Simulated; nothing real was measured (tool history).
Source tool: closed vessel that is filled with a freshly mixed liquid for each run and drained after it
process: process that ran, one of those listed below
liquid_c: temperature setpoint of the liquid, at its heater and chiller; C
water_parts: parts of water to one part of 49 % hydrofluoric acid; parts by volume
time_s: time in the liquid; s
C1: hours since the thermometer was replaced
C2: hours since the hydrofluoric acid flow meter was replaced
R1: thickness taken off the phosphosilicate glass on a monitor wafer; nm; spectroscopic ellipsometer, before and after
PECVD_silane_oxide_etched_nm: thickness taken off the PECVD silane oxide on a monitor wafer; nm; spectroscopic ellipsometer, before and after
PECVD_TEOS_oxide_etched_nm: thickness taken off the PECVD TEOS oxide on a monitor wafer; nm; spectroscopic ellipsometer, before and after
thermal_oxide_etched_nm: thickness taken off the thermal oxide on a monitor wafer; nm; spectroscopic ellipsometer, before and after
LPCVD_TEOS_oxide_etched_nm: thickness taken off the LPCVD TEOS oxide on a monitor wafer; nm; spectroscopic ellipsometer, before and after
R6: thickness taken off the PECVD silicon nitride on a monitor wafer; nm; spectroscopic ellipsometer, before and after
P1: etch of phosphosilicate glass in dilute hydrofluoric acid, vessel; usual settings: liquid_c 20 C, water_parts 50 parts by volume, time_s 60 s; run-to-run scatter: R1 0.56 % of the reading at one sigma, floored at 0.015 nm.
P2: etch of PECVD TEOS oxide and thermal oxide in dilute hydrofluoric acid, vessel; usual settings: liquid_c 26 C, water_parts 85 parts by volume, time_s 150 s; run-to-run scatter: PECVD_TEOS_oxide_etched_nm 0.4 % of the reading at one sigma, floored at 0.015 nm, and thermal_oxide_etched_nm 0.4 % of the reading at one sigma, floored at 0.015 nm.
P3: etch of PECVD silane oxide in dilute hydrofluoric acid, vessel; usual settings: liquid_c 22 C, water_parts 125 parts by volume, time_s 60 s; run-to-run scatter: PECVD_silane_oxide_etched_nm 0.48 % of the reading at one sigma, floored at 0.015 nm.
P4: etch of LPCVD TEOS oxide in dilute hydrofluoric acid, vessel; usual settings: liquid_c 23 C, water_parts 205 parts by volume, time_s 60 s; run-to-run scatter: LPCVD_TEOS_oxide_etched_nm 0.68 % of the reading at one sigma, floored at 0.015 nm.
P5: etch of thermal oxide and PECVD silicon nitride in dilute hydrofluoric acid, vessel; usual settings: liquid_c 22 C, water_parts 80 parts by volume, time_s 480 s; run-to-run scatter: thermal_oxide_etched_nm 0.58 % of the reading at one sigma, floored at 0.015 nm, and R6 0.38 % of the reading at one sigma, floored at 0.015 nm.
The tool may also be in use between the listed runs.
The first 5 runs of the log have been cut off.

Run 6, day 3.479: process P1, liquid_c 20 C, water_parts 50 parts by volume, time_s 60 s; C1 1162.1; C2 687.1. Result: R1 103.93 nm.
Run 7, day 3.929: process P4, liquid_c 23 C, water_parts 65 parts by volume, time_s 60 s; C1 1172.9; C2 697.9. Result: LPCVD_TEOS_oxide_etched_nm 15.958 nm.
Run 8, day 4.483: process P1, liquid_c 20 C, water_parts 85 parts by volume, time_s 110 s; C1 1186.2; C2 711.2. Result: R1 107.85 nm.
Run 9, day 4.954: process P1, liquid_c 26 C, water_parts 50 parts by volume, time_s 60 s; C1 1197.5; C2 722.5. Result: R1 132.3 nm.
Run 10, day 5.325: process P4, liquid_c 29.5 C, water_parts 205 parts by volume, time_s 60 s; C1 1206.4; C2 731.4. Result: LPCVD_TEOS_oxide_etched_nm 5.4916 nm.
Run 11, day 5.917: process P2, liquid_c 26 C, water_parts 50 parts by volume, time_s 150 s; C1 1220.6; C2 745.6. Result: PECVD_TEOS_oxide_etched_nm 93.31 nm, thermal_oxide_etched_nm 16.499 nm.
Run 12, day 6.454: process P5, liquid_c 22 C, water_parts 80 parts by volume, time_s 860 s; C1 1233.5; C2 758.5. Result: thermal_oxide_etched_nm 46.631 nm, R6 52.094 nm.
Run 13, day 7.079: process P3, liquid_c 22 C, water_parts 125 parts by volume, time_s 60 s; C1 1248.5; C2 773.5. Result: PECVD_silane_oxide_etched_nm 8.3358 nm.
Run 14, day 7.571: process P3, liquid_c 22 C, water_parts 125 parts by volume, time_s 60 s; C1 1260.3; C2 785.3. Result: PECVD_silane_oxide_etched_nm 8.3652 nm.
Run 15, day 8.229: process P2, liquid_c 26 C, water_parts 85 parts by volume, time_s 150 s; C1 1276.1; C2 801.1. Result: PECVD_TEOS_oxide_etched_nm 52.349 nm, thermal_oxide_etched_nm 9.2347 nm.
Run 16, day 8.55: process P5, liquid_c 17 C, water_parts 80 parts by volume, time_s 480 s; C1 1283.8; C2 808.8. Result: thermal_oxide_etched_nm 20.97 nm, R6 20.683 nm.
Run 17, day 8.883: process P5, liquid_c 22 C, water_parts 80 parts by volume, time_s 480 s; C1 1291.8; C2 816.8. Result: thermal_oxide_etched_nm 25.608 nm, R6 29.417 nm.
Run 18, day 9.288: process P1, liquid_c 20 C, water_parts 50 parts by volume, time_s 90 s; C1 1301.5; C2 826.5. Result: R1 156.08 nm.
Run 19, day 9.617: process P1, liquid_c 20 C, water_parts 70 parts by volume, time_s 60 s; C1 1309.4; C2 834.4. Result: R1 72.636 nm.
Run 20, day 10.125: process P1, liquid_c 27 C, water_parts 70 parts by volume, time_s 60 s; C1 1321.6; C2 846.6. Result: R1 96.565 nm.
Run 21, day 10.754: process P1, liquid_c 20 C, water_parts 50 parts by volume, time_s 60 s; C1 1336.7; C2 861.7. Result: R1 103.63 nm.
Run 22, day 11.179: process P5, liquid_c 22 C, water_parts 35 parts by volume, time_s 480 s; C1 1346.9; C2 871.9. Result: thermal_oxide_etched_nm 62.263 nm, R6 66.266 nm.
Run 23, day 11.833: process P1, liquid_c 20 C, water_parts 20 parts by volume, time_s 60 s; C1 1362.6; C2 887.6. Result: R1 268.65 nm.
Run 24, day 12.475: process P3, liquid_c 22 C, water_parts 125 parts by volume, time_s 35 s; C1 1378; C2 903. Result: PECVD_silane_oxide_etched_nm 4.9041 nm.
Run 25, day 12.962: process P1, liquid_c 20 C, water_parts 50 parts by volume, time_s 60 s; C1 1389.7; C2 914.7. Result: R1 104.23 nm.
Run 26, day 13.538: process P2, liquid_c 26 C, water_parts 85 parts by volume, time_s 150 s; C1 1403.5; C2 928.5. Result: PECVD_TEOS_oxide_etched_nm 52.241 nm, thermal_oxide_etched_nm 9.2171 nm.
Run 27, day 13.975: process P4, liquid_c 23 C, water_parts 205 parts by volume, time_s 95 s; C1 1414; C2 939. Result: LPCVD_TEOS_oxide_etched_nm 6.8319 nm.

Run 28 is up next; what results do you expect?
Run 28, day 14.604: process P1, liquid_c 20 C, water_parts 50 parts by volume, time_s 60 s; C1 1429.1; C2 954.1. Result: R1 ?.

R1: 103.96 nm
